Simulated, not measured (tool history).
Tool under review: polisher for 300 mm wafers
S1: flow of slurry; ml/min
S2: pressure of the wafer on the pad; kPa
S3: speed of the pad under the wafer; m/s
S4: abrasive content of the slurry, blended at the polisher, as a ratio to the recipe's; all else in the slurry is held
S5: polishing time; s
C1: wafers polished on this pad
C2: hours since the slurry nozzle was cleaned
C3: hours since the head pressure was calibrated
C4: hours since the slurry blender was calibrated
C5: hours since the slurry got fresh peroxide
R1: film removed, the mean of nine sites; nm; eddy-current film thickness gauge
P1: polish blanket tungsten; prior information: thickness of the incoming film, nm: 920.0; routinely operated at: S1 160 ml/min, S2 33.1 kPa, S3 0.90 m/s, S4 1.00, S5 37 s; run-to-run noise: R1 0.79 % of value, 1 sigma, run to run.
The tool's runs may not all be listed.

Run 1, hour 4.2: S1 160 ml/min, S2 33.1 kPa, S3 0.90 m/s, S4 1.00, S5 37 s; C1 749; C2 353.2; C3 457.4; C4 82.4; C5 59.2. Result: R1 248.22 nm.
Run 2, hour 9.2: S1 160 ml/min, S2 33.1 kPa, S3 0.90 m/s, S4 1.45, S5 37 s; C1 835; C2 358.2; C3 462.4; C4 87.4; C5 64.2. Result: R1 277.51 nm.
Run 3, hour 14.7: S1 160 ml/min, S2 33.1 kPa, S3 0.90 m/s, S4 1.00, S5 48 s; C1 931; C2 363.7; C3 467.9; C4 92.9; C5 69.7. Result: R1 329.19 nm.
Run 4, hour 17.4: S1 160 ml/min, S2 15.9 kPa, S3 0.90 m/s, S4 1.00, S5 37 s; C1 977; C2 366.4; C3 470.6; C4 95.6; C5 72.4. Result: R1 122.08 nm.
Run 5, hour 21.4: S1 160 ml/min, S2 33.1 kPa, S3 0.90 m/s, S4 1.00, S5 37 s; C1 1047; C2 370.4; C3 474.6; C4 99.6; C5 76.4. Result: R1 251.25 nm.
Run 6, hour 26.7: S1 220 ml/min, S2 33.1 kPa, S3 0.90 m/s, S4 1.00, S5 37 s; C1 1138; C2 375.7; C3 479.9; C4 104.9; C5 81.7. Result: R1 263.91 nm.
Run 7, hour 31.0: S1 160 ml/min, S2 43.4 kPa, S3 0.90 m/s, S4 1.00, S5 37 s; C1 1213; C2 380.0; C3 484.2; C4 109.2; C5 86.0. Result: R1 326.94 nm.
Run 8, hour 35.1: S1 160 ml/min, S2 50.3 kPa, S3 0.90 m/s, S4 0.60, S5 37 s; C1 1284; C2 384.1; C3 488.3; C4 113.3; C5 90.1. Result: R1 341.71 nm.
Run 9, hour 40.7: S1 160 ml/min, S2 33.1 kPa, S3 1.32 m/s, S4 1.00, S5 37 s; C1 1381; C2 389.7; C3 493.9; C4 118.9; C5 95.7. Result: R1 366.03 nm.
Run 10, hour 46.4: S1 160 ml/min, S2 33.1 kPa, S3 0.90 m/s, S4 0.60, S5 37 s; C1 1480; C2 395.4; C3 499.6; C4 124.6; C5 101.4. Result: R1 224.82 nm.
Run 11, hour 50.9: S1 95 ml/min, S2 33.1 kPa, S3 0.90 m/s, S4 1.00, S5 37 s; C1 1558; C2 399.9; C3 504.1; C4 129.1; C5 105.9. Result: R1 226.92 nm.
Run 12, hour 56.5: S1 160 ml/min, S2 33.1 kPa, S3 0.90 m/s, S4 1.00, S5 17 s; C1 1655; C2 405.5; C3 509.7; C4 134.7; C5 111.5. Result: R1 116.62 nm.
Run 13, hour 62.0: S1 160 ml/min, S2 33.1 kPa, S3 0.90 m/s, S4 1.00, S5 37 s; C1 1750; C2 411.0; C3 515.2; C4 140.2; C5 117.0. Result: R1 251.63 nm.
Run 14, hour 65.3: S1 160 ml/min, S2 33.1 kPa, S3 0.90 m/s, S4 1.00, S5 37 s; C1 1807; C2 414.3; C3 518.5; C4 143.5; C5 120.3. Result: R1 249.45 nm.
Run 15, hour 70.8: S1 160 ml/min, S2 42.1 kPa, S3 0.90 m/s, S4 1.00, S5 27 s; C1 1903; C2 419.8; C3 524.0; C4 149.0; C5 125.8. Result: R1 235.58 nm.
Run 16, hour 75.4: S1 105 ml/min, S2 33.1 kPa, S3 0.90 m/s, S4 1.00, S5 28 s; C1 1982; C2 424.4; C3 528.6; C4 153.6; C5 130.4. Result: R1 176.99 nm.
Run 17, hour 79.9: S1 160 ml/min, S2 33.1 kPa, S3 0.40 m/s, S4 1.00, S5 37 s; C1 2060; C2 428.9; C3 533.1; C4 158.1; C5 134.9. Result: R1 111.80 nm.

Forecast run 18:
Run 18, hour 85.0: S1 160 ml/min, S2 33.1 kPa, S3 0.90 m/s, S4 1.00, S5 37 s; C1 2149; C2 434.0; C3 538.2; C4 163.2; C5 140.0. Result: R1 ?.

{"run 18": {"R1": 252.72}}

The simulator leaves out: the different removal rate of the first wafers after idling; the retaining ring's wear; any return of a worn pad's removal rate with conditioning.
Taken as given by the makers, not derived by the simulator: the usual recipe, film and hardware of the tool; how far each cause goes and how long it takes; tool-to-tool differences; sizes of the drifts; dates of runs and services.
